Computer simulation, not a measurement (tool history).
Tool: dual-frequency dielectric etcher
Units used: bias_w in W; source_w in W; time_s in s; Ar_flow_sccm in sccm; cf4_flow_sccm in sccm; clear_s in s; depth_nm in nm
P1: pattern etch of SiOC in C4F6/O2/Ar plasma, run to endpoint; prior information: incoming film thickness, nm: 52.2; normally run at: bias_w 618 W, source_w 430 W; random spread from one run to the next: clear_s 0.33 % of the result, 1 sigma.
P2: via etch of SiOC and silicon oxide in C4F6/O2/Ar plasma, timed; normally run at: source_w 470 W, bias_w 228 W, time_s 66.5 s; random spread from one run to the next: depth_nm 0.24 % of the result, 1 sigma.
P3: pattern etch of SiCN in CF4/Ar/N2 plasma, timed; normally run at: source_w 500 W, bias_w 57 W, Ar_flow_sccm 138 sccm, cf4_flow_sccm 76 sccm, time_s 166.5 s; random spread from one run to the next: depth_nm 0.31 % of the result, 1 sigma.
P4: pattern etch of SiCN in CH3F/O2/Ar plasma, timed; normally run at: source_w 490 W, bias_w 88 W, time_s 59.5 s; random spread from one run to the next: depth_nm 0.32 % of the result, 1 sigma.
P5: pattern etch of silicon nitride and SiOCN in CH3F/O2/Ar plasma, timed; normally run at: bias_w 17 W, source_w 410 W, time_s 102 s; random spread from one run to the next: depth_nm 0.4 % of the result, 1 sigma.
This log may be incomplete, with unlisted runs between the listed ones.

run	hour	process	bias_w	source_w	time_s	Ar_flow_sccm	cf4_flow_sccm	hours since the last wet clean	hours since the last bias power generator calibration	hours since the last source power generator calibration	clear_s	depth_nm
1	5.9	P1	618	430				213.8	2763.2	1496.5	15.512	
2	10.2	P4	66	490	59.5			218.1	2767.5	1500.8		23.791
3	17.2	P2	228	470	42			225.1	2774.5	1507.8		56.526
4	23.4	P2	228	330	66.5			231.3	2780.7	1514		78.701
5	28.9	P1	618	580				236.8	2786.2	1519.5	13.926	
6	34.6	P3	57	500	205.5	138	76	242.5	2791.9	1525.2		170.13
7	40.2	P1	618	430				248.1	2797.5	1530.8	15.521	
8	46.2	P1	618	430				254.1	2803.5	1536.8	15.582	
9	51.9	P1	618	430				259.8	2809.2	1542.5	15.441	
10	55	P1	618	430				262.9	2812.3	1545.6	15.495	
11	61.6	P1	618	430				269.5	2818.9	1552.2	15.454	
12	67.3	P5	17	410	102			275.2	2824.6	1557.9		12.205
13	71.6	P5	17	540	102			279.5	2828.9	1562.2		13.583
14	76.3	P3	57	500	166.5	138	76	284.2	2833.6	1566.9		138.79
15	79.8	P2	141	470	66.5			287.7	2837.1	1570.4		76.978
16	84.8	P1	618	340				292.7	2842.1	1575.4	16.911	
17	88.1	P1	618	430				296	2845.4	1578.7	15.586	
18	93.9	P3	57	500	166.5	174	76	301.8	2851.2	1584.5		132.8
19	99.1	P5	24	410	102			307	2856.4	1589.7		14.171
20	105.1	P3	57	500	166.5	138	107	313	2862.4	1595.7		145.65
21	108.6	P1	852	430				316.5	2865.9	1599.2	13.741	
22	112.6	P4	88	370	59.5			320.5	2869.9	1603.2		23.846
23	117	P4	88	490	82.5			324.9	2874.3	1607.6		36.831
24	120.7	P1	369	430				328.6	2878	1611.3	18.727	
25	125.4	P3	57	620	166.5	138	76	333.3	2882.7	1616		167.1
# hour 125.5: source power generator calibrated
26	129	P2	228	470	66.5			336.9	2886.3	3.5		89.708
27	132.3	P4	88	490	59.5			340.2	2889.6	6.8		26.462
28	137.9	P3	76	500	166.5	138	76	345.8	2895.2	12.4		152.67
29	141.4	P5	17	410	148			349.3	2898.7	15.9		17.779
30	144.7	P1	739	520				352.6	2902	19.2	13.44	
31	150.6	P1	618	430				358.5	2907.9	25.1	15.567	
32	156.6	P1	618	430				364.5	2913.9	31.1	15.418	
33	162.9	P1	618	430				370.8	2920.2	37.4	15.395	
# hour 168.5: wet clean of the chamber
34	169.7	P1	618	430				1.3	2927	44.2	15.336	
35	174.6	P1	618	430				6.2	2931.9	49.1	15.339	
36	178.6	P1	618	430				10.2	2935.9	53.1	15.359	
37	182.4	P1	618	430				14	2939.7	56.9	15.23	
38	185.8	P1	618	430				17.4	2943.1	60.3	15.238	
39	190	P1	618	430				21.6	2947.3	64.5	15.332	

The output of P1 has drifted from where it used to be. Each of the 2 causes below, taken at the size shown beside it, accounts for the log equally well:
A: source power that arrives over what is set, % = 4.68
B: bias power that arrives over what is set, % = 4.46
The gradual shift began around hour 150.6.
Ruled out, with reasons:
chamber walls in a state that raises the etch rate, %: its service at hour 168.5 followed the start of the drift and did not put the process back to its old value

4 check runs are offered, one wafer each, their results left as question marks. Which one tells the causes apart?
check 1	194.2	P5	23	410	141.5							?
check 2	194.2	P2	191	470	47							?
check 3	194.2	P4	88	490	80							?
check 4	194.2	P3	57	600	166.5	138	96					?

How each check would come out, cause by cause:
check	result	if A	if B
check 1	depth_nm	19.665	19.739
check 2	depth_nm	60.987	60.767
check 3	depth_nm	36.168	36.126
check 4	depth_nm	176.16	171.56
Separation of the two closest causes in each check, using whichever result separates them best: check 1 0.38 %; check 2 0.36 %; check 3 0.12 %; check 4 2.64 %
The causes can be told apart only by check 4. The other checks would give nearly the same results under each of them.

Check 4 was then run and gave: depth_nm 176.19 nm. Which cause is it?

The cause is A: source power that arrives over what is set, %.
